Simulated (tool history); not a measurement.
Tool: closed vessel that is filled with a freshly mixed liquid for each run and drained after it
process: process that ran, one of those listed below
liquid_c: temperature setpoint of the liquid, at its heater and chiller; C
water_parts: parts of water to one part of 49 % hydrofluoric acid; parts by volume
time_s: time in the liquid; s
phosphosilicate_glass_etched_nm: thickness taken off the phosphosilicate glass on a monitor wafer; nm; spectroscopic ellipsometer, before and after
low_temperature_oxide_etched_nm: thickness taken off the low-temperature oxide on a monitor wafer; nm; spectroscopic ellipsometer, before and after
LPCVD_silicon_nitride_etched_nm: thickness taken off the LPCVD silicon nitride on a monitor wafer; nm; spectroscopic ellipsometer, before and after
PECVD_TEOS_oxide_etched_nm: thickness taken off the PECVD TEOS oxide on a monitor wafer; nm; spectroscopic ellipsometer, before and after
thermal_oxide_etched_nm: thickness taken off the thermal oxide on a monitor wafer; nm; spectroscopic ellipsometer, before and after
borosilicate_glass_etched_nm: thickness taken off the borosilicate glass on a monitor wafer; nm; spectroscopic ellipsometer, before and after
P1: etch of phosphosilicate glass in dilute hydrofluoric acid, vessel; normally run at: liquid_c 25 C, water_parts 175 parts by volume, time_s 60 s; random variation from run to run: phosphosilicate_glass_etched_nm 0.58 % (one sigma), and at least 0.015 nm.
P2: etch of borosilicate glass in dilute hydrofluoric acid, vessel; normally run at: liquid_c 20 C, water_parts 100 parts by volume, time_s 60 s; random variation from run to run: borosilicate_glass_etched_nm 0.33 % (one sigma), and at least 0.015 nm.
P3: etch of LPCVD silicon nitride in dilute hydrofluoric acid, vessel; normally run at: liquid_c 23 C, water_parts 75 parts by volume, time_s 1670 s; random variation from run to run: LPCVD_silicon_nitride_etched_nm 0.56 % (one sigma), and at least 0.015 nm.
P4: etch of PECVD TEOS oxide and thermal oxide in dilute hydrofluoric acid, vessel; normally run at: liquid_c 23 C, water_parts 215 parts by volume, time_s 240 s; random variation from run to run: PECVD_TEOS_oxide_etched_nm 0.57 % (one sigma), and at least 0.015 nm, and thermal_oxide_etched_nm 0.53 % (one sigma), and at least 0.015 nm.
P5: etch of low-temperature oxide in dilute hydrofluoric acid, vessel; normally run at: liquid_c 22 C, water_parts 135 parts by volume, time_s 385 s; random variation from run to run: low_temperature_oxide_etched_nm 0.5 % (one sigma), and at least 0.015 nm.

| run | day | process | liquid_c | water_parts | time_s | hours since the thermometer was replaced | hours since the hydrofluoric acid flow meter was replaced | phosphosilicate_glass_etched_nm | low_temperature_oxide_etched_nm | LPCVD_silicon_nitride_etched_nm | PECVD_TEOS_oxide_etched_nm | thermal_oxide_etched_nm | borosilicate_glass_etched_nm |
|---|---|---|---|---|---|---|---|---|---|---|---|---|---|
| 1 | 0.35 | P1 | 25 | 175 | 60 | 320.9 | 592 | 39.326 |  |  |  |  |  |
| 2 | 0.738 | P5 | 22 | 135 | 385 | 330.2 | 601.3 |  | 50.086 |  |  |  |  |
| 3 | 1.233 | P1 | 25 | 175 | 60 | 342.1 | 613.2 | 39.422 |  |  |  |  |  |
| 4 | 1.725 | P3 | 23 | 75 | 305 | 353.9 | 625 |  |  | 1.8493 |  |  |  |
| 5 | 2.096 | P4 | 23 | 215 | 50 | 362.8 | 633.9 |  |  |  | 1.7031 | 0.88019 |  |
| 6 | 2.404 | P1 | 29.5 | 175 | 60 | 370.2 | 641.3 | 46.055 |  |  |  |  |  |
| 7 | 2.758 | P1 | 25 | 175 | 60 | 378.7 | 649.8 | 39.059 |  |  |  |  |  |
| 8 | 3.1 | P4 | 23 | 215 | 240 | 386.9 | 658 |  |  |  | 8.1948 | 4.178 |  |
| 9 | 3.646 | P5 | 22 | 205 | 385 | 400 | 671.1 |  | 30.314 |  |  |  |  |
| 10 | 4.2 | P1 | 28.5 | 175 | 30 | 413.3 | 684.4 | 22.504 |  |  |  |  |  |
| 11 | 4.683 | P2 | 20 | 100 | 60 | 424.9 | 696 |  |  |  |  |  | 14.902 |
| 12 | 4.958 | P1 | 25 | 175 | 90 | 431.5 | 702.6 | 58.749 |  |  |  |  |  |
| 13 | 5.288 | P2 | 20 | 100 | 60 | 439.4 | 710.5 |  |  |  |  |  | 14.805 |
| 14 | 5.846 | P4 | 30 | 215 | 240 | 452.8 | 723.9 |  |  |  | 10.47 | 5.4254 |  |
| 15 | 6.088 | P1 | 32.5 | 175 | 30 | 458.6 | 729.7 | 25.551 |  |  |  |  |  |
| 16 | 6.604 | P1 | 25 | 175 | 60 | 471 | 742.1 | 39.34 |  |  |  |  |  |
| 17 | 6.875 | P3 | 23 | 75 | 1670 | 477.5 | 748.6 |  |  | 10.176 |  |  |  |
| 18 | 7.204 | P1 | 25 | 175 | 60 | 485.4 | 756.5 | 39.112 |  |  |  |  |  |
| 19 | 7.729 | P4 | 23 | 380 | 240 | 498 | 769.1 |  |  |  | 3.9513 | 2.0439 |  |
| 20 | 8.296 | P3 | 23 | 120 | 1670 | 511.6 | 782.7 |  |  | 6.4019 |  |  |  |
| 21 | 8.546 | P1 | 25 | 175 | 60 | 517.6 | 788.7 | 39.085 |  |  |  |  |  |
| 22 | 8.925 | P1 | 25 | 175 | 30 | 526.7 | 797.8 | 19.726 |  |  |  |  |  |

Run 23 comes next. What will it give?
| 23 | 9.246 | P5 | 22 | 135 | 385 | 534.4 | 805.5 |  | ? |  |  |  |  |

{"run 23": {"low_temperature_oxide_etched_nm": 49.709}}
